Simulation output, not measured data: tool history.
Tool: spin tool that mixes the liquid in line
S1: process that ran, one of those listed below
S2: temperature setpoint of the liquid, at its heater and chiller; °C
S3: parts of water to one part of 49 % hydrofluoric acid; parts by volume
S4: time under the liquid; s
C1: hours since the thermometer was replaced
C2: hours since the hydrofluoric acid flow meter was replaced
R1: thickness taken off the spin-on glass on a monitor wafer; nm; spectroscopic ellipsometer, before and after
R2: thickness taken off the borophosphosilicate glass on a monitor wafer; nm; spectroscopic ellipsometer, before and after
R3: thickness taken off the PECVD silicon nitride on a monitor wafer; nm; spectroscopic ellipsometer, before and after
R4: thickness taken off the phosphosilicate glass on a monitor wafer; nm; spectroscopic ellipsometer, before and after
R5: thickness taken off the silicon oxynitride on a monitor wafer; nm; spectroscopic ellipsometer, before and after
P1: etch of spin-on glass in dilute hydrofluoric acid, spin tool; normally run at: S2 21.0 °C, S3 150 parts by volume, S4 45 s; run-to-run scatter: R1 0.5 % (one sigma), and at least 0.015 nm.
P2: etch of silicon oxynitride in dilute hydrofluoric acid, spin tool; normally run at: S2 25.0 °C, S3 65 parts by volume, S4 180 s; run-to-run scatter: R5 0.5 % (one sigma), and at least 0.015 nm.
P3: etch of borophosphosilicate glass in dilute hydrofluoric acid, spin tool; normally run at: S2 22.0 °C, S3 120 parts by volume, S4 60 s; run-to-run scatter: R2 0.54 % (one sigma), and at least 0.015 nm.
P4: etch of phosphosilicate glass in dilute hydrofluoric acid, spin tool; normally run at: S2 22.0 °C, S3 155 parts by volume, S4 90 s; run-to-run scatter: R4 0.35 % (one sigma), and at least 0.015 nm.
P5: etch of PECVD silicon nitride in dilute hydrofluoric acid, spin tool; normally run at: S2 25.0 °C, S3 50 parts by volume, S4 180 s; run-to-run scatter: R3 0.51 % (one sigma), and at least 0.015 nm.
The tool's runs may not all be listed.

run,hour,S1,S2,S3,S4,C1,C2,R1,R2,R3,R4,R5
1,5.7,P1,21.0,150,45,1951.6,238.2,7.4856,,,,
2,13.6,P3,29.0,120,60,1959.5,246.1,,15.8210,,,
3,18.7,P5,30.5,50,180,1964.6,251.2,,,30.2200,,
4,22.3,P1,21.0,150,45,1968.2,254.8,7.4860,,,,
5,26.5,P1,21.0,150,75,1972.4,259.0,12.3620,,,,
6,34.7,P5,25.0,50,65,1980.6,267.2,,,7.6498,,
7,42.2,P4,22.0,230,90,1988.1,274.7,,,,33.3840,
8,46.2,P2,25.0,65,15,1992.1,278.7,,,,,0.37699
9,52.4,P4,22.0,155,90,1998.3,284.9,,,,53.1980,
10,56.3,P1,25.0,215,45,2002.2,288.8,5.5920,,,,
11,62.4,P1,21.0,150,45,2008.3,294.9,7.4897,,,,
12,66.1,P5,25.0,25,180,2012.0,298.6,,,41.2890,,
13,71.7,P1,28.0,150,45,2017.6,304.2,9.7360,,,,
14,78.1,P4,22.0,155,90,2024.0,310.6,,,,53.3480,
15,84.4,P3,22.0,120,60,2030.3,316.9,,11.9260,,,
16,90.5,P2,25.0,110,180,2036.4,323.0,,,,,2.55390
17,95.4,P1,17.0,150,45,2041.3,327.9,6.3478,,,,
18,101.2,P1,27.5,150,15,2047.1,333.7,3.1770,,,,
19,108.0,P5,25.0,50,180,2053.9,340.5,,,21.0780,,
20,115.2,P1,21.0,210,45,2061.1,347.7,5.0111,,,,
21,122.6,P1,29.0,150,70,2068.5,355.1,15.5910,,,,
22,128.7,P1,21.0,65,45,2074.6,361.2,18.8730,,,,
23,136.3,P2,25.0,65,180,2082.2,368.8,,,,,4.53980
24,142.5,P4,29.0,155,90,2088.4,375.0,,,,69.1730,
25,148.3,P1,21.0,150,45,2094.2,380.8,7.4500,,,,
26,154.7,P5,25.0,50,180,2100.6,387.2,,,21.2030,,
27,161.8,P4,22.0,155,15,2107.7,394.3,,,,8.8509,
# hour 165.4: hydrofluoric acid flow meter replaced
28,167.5,P3,22.0,120,15,2113.4,2.1,,2.9812,,,
29,173.3,P2,33.5,65,180,2119.2,7.9,,,,,6.69820
30,180.6,P3,22.0,175,60,2126.5,15.2,,7.7157,,,
31,186.1,P1,21.0,150,45,2132.0,20.7,7.4093,,,,
32,191.3,P1,21.0,150,15,2137.2,25.9,2.4650,,,,
33,196.0,P1,21.0,150,45,2141.9,30.6,7.4747,,,,
34,202.6,P1,21.0,150,45,2148.5,37.2,7.2739,,,,
35,207.8,P1,21.0,150,45,2153.7,42.4,7.1075,,,,
36,212.0,P1,21.0,150,45,2157.9,46.6,7.0979,,,,
37,217.9,P1,21.0,150,45,2163.8,52.5,7.0660,,,,
38,225.4,P1,21.0,150,45,2171.3,60.0,7.0592,,,,
39,230.7,P1,21.0,150,45,2176.6,65.3,7.0402,,,,
40,235.2,P1,21.0,150,45,2181.1,69.8,6.9755,,,,
41,239.0,P1,21.0,150,45,2184.9,73.6,6.9318,,,,
42,246.4,P1,21.0,150,45,2192.3,81.0,6.9227,,,,
43,253.1,P1,21.0,150,45,2199.0,87.7,6.9355,,,,

What P1 gives has crept away from where it was. These 2 causes fit the log equally well, each at the size given:
A: liquid colder than its thermometer reads (K) = 1.75
B: hydrofluoric acid flow below the setpoint (%) = 5.78
The creep began at about hour 196.0.

4 check runs are offered, one wafer each, their results left as question marks. Which one tells the causes apart?
check 1,259.8,P2,33.0,95,180,,,,,,,?
check 2,259.8,P3,28.5,120,60,,,,?,,,
check 3,259.8,P5,25.0,30,180,,,,,?,,
check 4,259.8,P4,28.0,155,90,,,,,,?,

What each check would give under each cause:
check,result,if A,if B
check 1,R5,4.00270,4.04770
check 2,R2,14.3950,14.3490
check 3,R3,30.9580,32.9200
check 4,R4,62.4730,62.0530
How far apart the two closest causes lie, in the result that separates them most: check 1 1.12 %; check 2 0.32 %; check 3 6.15 %; check 4 0.67 %
Only check 3 tells the causes apart: in the others they would give nearly the same result.

Check 3 was then run and gave: R3 33.0830 nm. Which cause is it?

It is B: hydrofluoric acid flow below the setpoint (%).

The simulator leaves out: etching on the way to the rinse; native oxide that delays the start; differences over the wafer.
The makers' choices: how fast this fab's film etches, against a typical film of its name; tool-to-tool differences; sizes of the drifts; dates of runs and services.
